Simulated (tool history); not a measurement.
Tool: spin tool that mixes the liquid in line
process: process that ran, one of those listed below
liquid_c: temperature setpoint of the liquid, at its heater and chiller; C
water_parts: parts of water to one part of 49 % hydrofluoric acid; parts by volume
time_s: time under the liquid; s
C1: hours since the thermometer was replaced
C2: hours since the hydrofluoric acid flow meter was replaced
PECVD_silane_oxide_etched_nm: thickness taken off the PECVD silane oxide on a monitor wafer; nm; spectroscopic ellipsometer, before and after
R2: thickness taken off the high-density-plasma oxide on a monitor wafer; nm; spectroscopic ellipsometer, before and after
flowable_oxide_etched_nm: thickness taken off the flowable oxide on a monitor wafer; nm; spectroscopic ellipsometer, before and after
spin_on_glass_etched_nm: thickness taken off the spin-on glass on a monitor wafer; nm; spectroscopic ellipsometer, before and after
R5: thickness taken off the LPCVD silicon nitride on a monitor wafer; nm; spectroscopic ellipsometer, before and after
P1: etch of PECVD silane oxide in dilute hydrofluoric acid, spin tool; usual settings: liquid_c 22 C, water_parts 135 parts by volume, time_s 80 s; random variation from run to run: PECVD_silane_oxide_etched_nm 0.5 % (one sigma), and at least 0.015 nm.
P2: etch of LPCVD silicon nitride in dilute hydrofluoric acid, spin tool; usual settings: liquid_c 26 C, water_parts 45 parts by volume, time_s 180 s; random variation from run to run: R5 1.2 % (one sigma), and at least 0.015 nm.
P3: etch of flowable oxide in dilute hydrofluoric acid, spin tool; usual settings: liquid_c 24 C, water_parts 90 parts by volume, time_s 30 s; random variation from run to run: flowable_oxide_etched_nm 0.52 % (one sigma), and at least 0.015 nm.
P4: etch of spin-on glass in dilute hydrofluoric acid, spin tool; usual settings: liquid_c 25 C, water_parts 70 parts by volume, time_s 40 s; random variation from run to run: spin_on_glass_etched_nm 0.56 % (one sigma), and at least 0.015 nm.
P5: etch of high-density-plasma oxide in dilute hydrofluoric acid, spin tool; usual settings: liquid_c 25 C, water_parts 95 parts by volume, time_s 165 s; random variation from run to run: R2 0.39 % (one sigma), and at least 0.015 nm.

run 1 day=0.117 | process=P1 liquid_c=22 water_parts=135 time_s=80 | C1=1882.9 C2=111.4 | PECVD_silane_oxide_etched_nm=18.991
run 2 day=0.3 | process=P1 liquid_c=22 water_parts=135 time_s=20 | C1=1887.3 C2=115.8 | PECVD_silane_oxide_etched_nm=4.719
run 3 day=0.512 | process=P1 liquid_c=22 water_parts=135 time_s=80 | C1=1892.4 C2=120.9 | PECVD_silane_oxide_etched_nm=18.782
run 4 day=0.646 | process=P5 liquid_c=29.5 water_parts=95 time_s=165 | C1=1895.6 C2=124.1 | R2=11.084
run 5 day=0.858 | process=P1 liquid_c=30 water_parts=135 time_s=80 | C1=1900.7 C2=129.2 | PECVD_silane_oxide_etched_nm=25.476
run 6 day=1.071 | process=P3 liquid_c=24 water_parts=90 time_s=30 | C1=1905.8 C2=134.3 | flowable_oxide_etched_nm=8.5164
run 7 day=1.279 | process=P4 liquid_c=25 water_parts=70 time_s=40 | C1=1910.8 C2=139.3 | spin_on_glass_etched_nm=23.56
run 8 day=1.5 | process=P2 liquid_c=34 water_parts=45 time_s=180 | C1=1916.1 C2=144.6 | R5=3.8534
run 9 day=1.667 | process=P1 liquid_c=17.5 water_parts=135 time_s=80 | C1=1920.1 C2=148.6 | PECVD_silane_oxide_etched_nm=15.846
run 10 day=1.779 | process=P1 liquid_c=27.5 water_parts=85 time_s=80 | C1=1922.8 C2=151.3 | PECVD_silane_oxide_etched_nm=39.245
run 11 day=1.992 | process=P1 liquid_c=22 water_parts=25 time_s=80 | C1=1927.9 C2=156.4 | PECVD_silane_oxide_etched_nm=115.76
run 12 day=2.167 | process=P5 liquid_c=25 water_parts=95 time_s=165 | C1=1932.1 C2=160.6 | R2=9.3069
run 13 day=2.329 | process=P1 liquid_c=22 water_parts=220 time_s=80 | C1=1936 C2=164.5 | PECVD_silane_oxide_etched_nm=10.56
run 14 day=2.517 | process=P3 liquid_c=24 water_parts=20 time_s=30 | C1=1940.5 C2=169 | flowable_oxide_etched_nm=42.126
run 15 day=2.675 | process=P1 liquid_c=22 water_parts=135 time_s=80 | C1=1944.3 C2=172.8 | PECVD_silane_oxide_etched_nm=18.812
run 16 day=2.912 | process=P5 liquid_c=25 water_parts=95 time_s=280 | C1=1950 C2=178.5 | R2=15.754
run 17 day=3.104 | process=P3 liquid_c=19 water_parts=90 time_s=30 | C1=1954.6 C2=183.1 | flowable_oxide_etched_nm=6.8889
run 18 day=3.242 | process=P2 liquid_c=26 water_parts=45 time_s=20 | C1=1957.9 C2=186.4 | R5=0.27873
run 19 day=3.4 | process=P5 liquid_c=25 water_parts=95 time_s=165 | C1=1961.7 C2=190.2 | R2=9.31
run 20 day=3.538 | process=P2 liquid_c=26 water_parts=65 time_s=180 | C1=1965 C2=193.5 | R5=1.583
run 21 day=3.65 | process=P1 liquid_c=22 water_parts=135 time_s=155 | C1=1967.7 C2=196.2 | PECVD_silane_oxide_etched_nm=36.328
run 22 day=3.879 | process=P4 liquid_c=25 water_parts=45 time_s=40 | C1=1973.2 C2=201.7 | spin_on_glass_etched_nm=37.458
run 23 day=3.988 | process=P1 liquid_c=22 water_parts=135 time_s=80 | C1=1975.8 C2=204.3 | PECVD_silane_oxide_etched_nm=18.93
run 24 day=4.117 | process=P1 liquid_c=22 water_parts=135 time_s=80 | C1=1978.9 C2=207.4 | PECVD_silane_oxide_etched_nm=18.875
run 25 day=4.225 | process=P2 liquid_c=26 water_parts=45 time_s=180 | C1=1981.5 C2=210 | R5=2.2904
run 26 day=4.342 | process=P4 liquid_c=32 water_parts=70 time_s=40 | C1=1984.3 C2=212.8 | spin_on_glass_etched_nm=30.776
-- day=4.446 hydrofluoric acid flow meter replaced
run 27 day=4.45 | process=P4 liquid_c=25 water_parts=70 time_s=75 | C1=1986.9 C2=0.1 | spin_on_glass_etched_nm=44.028

Run 28 comes next. What will it give?
run 28 day=4.558 | process=P4 liquid_c=25 water_parts=70 time_s=40 | C1=1989.5 C2=2.7 | spin_on_glass_etched_nm=?

spin_on_glass_etched_nm: 23.539 nm

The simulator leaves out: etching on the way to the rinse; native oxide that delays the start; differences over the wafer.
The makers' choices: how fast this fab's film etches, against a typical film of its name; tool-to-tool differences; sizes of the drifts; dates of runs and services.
